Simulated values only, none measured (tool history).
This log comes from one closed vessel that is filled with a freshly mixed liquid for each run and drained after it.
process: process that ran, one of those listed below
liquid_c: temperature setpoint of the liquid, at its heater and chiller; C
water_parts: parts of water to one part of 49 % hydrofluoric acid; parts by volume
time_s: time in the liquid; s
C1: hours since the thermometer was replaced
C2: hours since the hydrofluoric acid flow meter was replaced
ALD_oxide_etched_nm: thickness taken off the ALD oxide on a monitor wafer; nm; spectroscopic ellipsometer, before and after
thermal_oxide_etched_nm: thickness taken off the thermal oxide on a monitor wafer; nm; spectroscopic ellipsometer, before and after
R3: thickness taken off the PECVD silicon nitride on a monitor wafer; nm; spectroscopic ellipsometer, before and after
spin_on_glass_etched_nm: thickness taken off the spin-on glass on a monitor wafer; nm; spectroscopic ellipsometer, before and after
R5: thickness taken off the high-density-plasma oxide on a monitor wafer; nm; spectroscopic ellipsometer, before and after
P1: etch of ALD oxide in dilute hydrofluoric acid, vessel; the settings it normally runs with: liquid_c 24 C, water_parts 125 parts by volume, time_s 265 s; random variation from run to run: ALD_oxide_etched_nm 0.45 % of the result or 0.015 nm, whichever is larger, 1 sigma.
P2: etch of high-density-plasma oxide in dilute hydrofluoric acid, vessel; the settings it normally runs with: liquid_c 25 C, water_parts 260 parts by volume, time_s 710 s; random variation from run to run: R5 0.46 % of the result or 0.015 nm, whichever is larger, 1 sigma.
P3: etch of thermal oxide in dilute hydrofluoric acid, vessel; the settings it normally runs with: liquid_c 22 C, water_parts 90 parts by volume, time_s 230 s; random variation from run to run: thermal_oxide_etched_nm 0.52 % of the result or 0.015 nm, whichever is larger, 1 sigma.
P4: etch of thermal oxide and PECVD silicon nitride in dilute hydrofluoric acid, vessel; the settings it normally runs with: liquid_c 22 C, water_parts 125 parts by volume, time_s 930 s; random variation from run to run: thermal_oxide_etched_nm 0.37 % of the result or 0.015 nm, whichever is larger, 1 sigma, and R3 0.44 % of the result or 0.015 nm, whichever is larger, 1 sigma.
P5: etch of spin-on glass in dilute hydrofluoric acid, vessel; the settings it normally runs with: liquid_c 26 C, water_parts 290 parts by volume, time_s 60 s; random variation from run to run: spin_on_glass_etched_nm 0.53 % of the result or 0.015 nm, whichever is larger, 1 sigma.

{"run": 1, "day": 0.133, "process": "P1", "liquid_c": 24, "water_parts": 125, "time_s": 265, "C1": 619.3, "C2": 1068.4, "ALD_oxide_etched_nm": 24.818}
{"run": 2, "day": 0.233, "process": "P1", "liquid_c": 31, "water_parts": 125, "time_s": 100, "C1": 621.7, "C2": 1070.8, "ALD_oxide_etched_nm": 12.225}
{"run": 3, "day": 0.321, "process": "P3", "liquid_c": 22, "water_parts": 90, "time_s": 230, "C1": 623.8, "C2": 1072.9, "thermal_oxide_etched_nm": 10.716}
{"run": 4, "day": 0.425, "process": "P1", "liquid_c": 24, "water_parts": 125, "time_s": 395, "C1": 626.3, "C2": 1075.4, "ALD_oxide_etched_nm": 36.695}
{"run": 5, "day": 0.546, "process": "P4", "liquid_c": 22, "water_parts": 125, "time_s": 1555, "C1": 629.2, "C2": 1078.3, "thermal_oxide_etched_nm": 53.388, "R3": 32.467}
{"run": 6, "day": 0.712, "process": "P3", "liquid_c": 29, "water_parts": 90, "time_s": 230, "C1": 633.2, "C2": 1082.3, "thermal_oxide_etched_nm": 14.219}
{"run": 7, "day": 0.892, "process": "P1", "liquid_c": 24, "water_parts": 125, "time_s": 265, "C1": 637.5, "C2": 1086.6, "ALD_oxide_etched_nm": 24.958}
{"run": 8, "day": 1.017, "process": "P1", "liquid_c": 24, "water_parts": 125, "time_s": 265, "C1": 640.5, "C2": 1089.6, "ALD_oxide_etched_nm": 25.034}
{"run": 9, "day": 1.121, "process": "P1", "liquid_c": 17, "water_parts": 125, "time_s": 265, "C1": 643, "C2": 1092.1, "ALD_oxide_etched_nm": 18.865}
{"run": 10, "day": 1.271, "process": "P1", "liquid_c": 24, "water_parts": 125, "time_s": 265, "C1": 646.6, "C2": 1095.7, "ALD_oxide_etched_nm": 24.999}
{"run": 11, "day": 1.442, "process": "P5", "liquid_c": 26, "water_parts": 290, "time_s": 110, "C1": 650.7, "C2": 1099.8, "spin_on_glass_etched_nm": 15.6}
{"run": 12, "day": 1.554, "process": "P2", "liquid_c": 25, "water_parts": 260, "time_s": 710, "C1": 653.4, "C2": 1102.5, "R5": 16.4}
{"run": 13, "day": 1.704, "process": "P5", "liquid_c": 22, "water_parts": 290, "time_s": 60, "C1": 657, "C2": 1106.1, "spin_on_glass_etched_nm": 7.3719}
{"run": 14, "day": 1.896, "process": "P4", "liquid_c": 22, "water_parts": 125, "time_s": 930, "C1": 661.6, "C2": 1110.7, "thermal_oxide_etched_nm": 32.039, "R3": 19.498}
{"run": 15, "day": 2.071, "process": "P3", "liquid_c": 22, "water_parts": 25, "time_s": 230, "C1": 665.8, "C2": 1114.9, "thermal_oxide_etched_nm": 41.834}
{"run": 16, "day": 2.238, "process": "P4", "liquid_c": 22, "water_parts": 55, "time_s": 930, "C1": 669.8, "C2": 1118.9, "thermal_oxide_etched_nm": 78.831, "R3": 43.87}
{"run": 17, "day": 2.392, "process": "P1", "liquid_c": 24, "water_parts": 55, "time_s": 265, "C1": 673.5, "C2": 1122.6, "ALD_oxide_etched_nm": 61.651}
{"day": 2.496, "done": "thermometer replaced"}
{"run": 18, "day": 2.525, "process": "P5", "liquid_c": 26, "water_parts": 120, "time_s": 60, "C1": 0.8, "C2": 1125.8, "spin_on_glass_etched_nm": 25.068}
{"run": 19, "day": 2.662, "process": "P1", "liquid_c": 29.5, "water_parts": 125, "time_s": 265, "C1": 4.1, "C2": 1129.1, "ALD_oxide_etched_nm": 30.455}
{"run": 20, "day": 2.754, "process": "P2", "liquid_c": 25, "water_parts": 400, "time_s": 710, "C1": 6.3, "C2": 1131.3, "R5": 9.3174}
{"run": 21, "day": 2.883, "process": "P4", "liquid_c": 27.5, "water_parts": 125, "time_s": 930, "C1": 9.4, "C2": 1134.4, "thermal_oxide_etched_nm": 39.73, "R3": 28.099}
{"run": 22, "day": 3.046, "process": "P1", "liquid_c": 24, "water_parts": 125, "time_s": 265, "C1": 13.3, "C2": 1138.3, "ALD_oxide_etched_nm": 25.208}
{"run": 23, "day": 3.15, "process": "P2", "liquid_c": 17, "water_parts": 260, "time_s": 710, "C1": 15.8, "C2": 1140.8, "R5": 12.205}
{"run": 24, "day": 3.304, "process": "P5", "liquid_c": 26, "water_parts": 290, "time_s": 60, "C1": 19.5, "C2": 1144.5, "spin_on_glass_etched_nm": 8.5064}
{"run": 25, "day": 3.392, "process": "P3", "liquid_c": 22, "water_parts": 90, "time_s": 455, "C1": 21.6, "C2": 1146.6, "thermal_oxide_etched_nm": 21.147}
{"run": 26, "day": 3.592, "process": "P2", "liquid_c": 25, "water_parts": 260, "time_s": 135, "C1": 26.4, "C2": 1151.4, "R5": 3.1249}

Run 27 has not been measured yet. What should we expect?
{"run": 27, "day": 3.696, "process": "P1", "liquid_c": 24, "water_parts": 215, "time_s": 265, "C1": 28.9, "C2": 1153.9, "ALD_oxide_etched_nm": "?"}

Run 27 came out at ALD_oxide_etched_nm 13.065 nm.
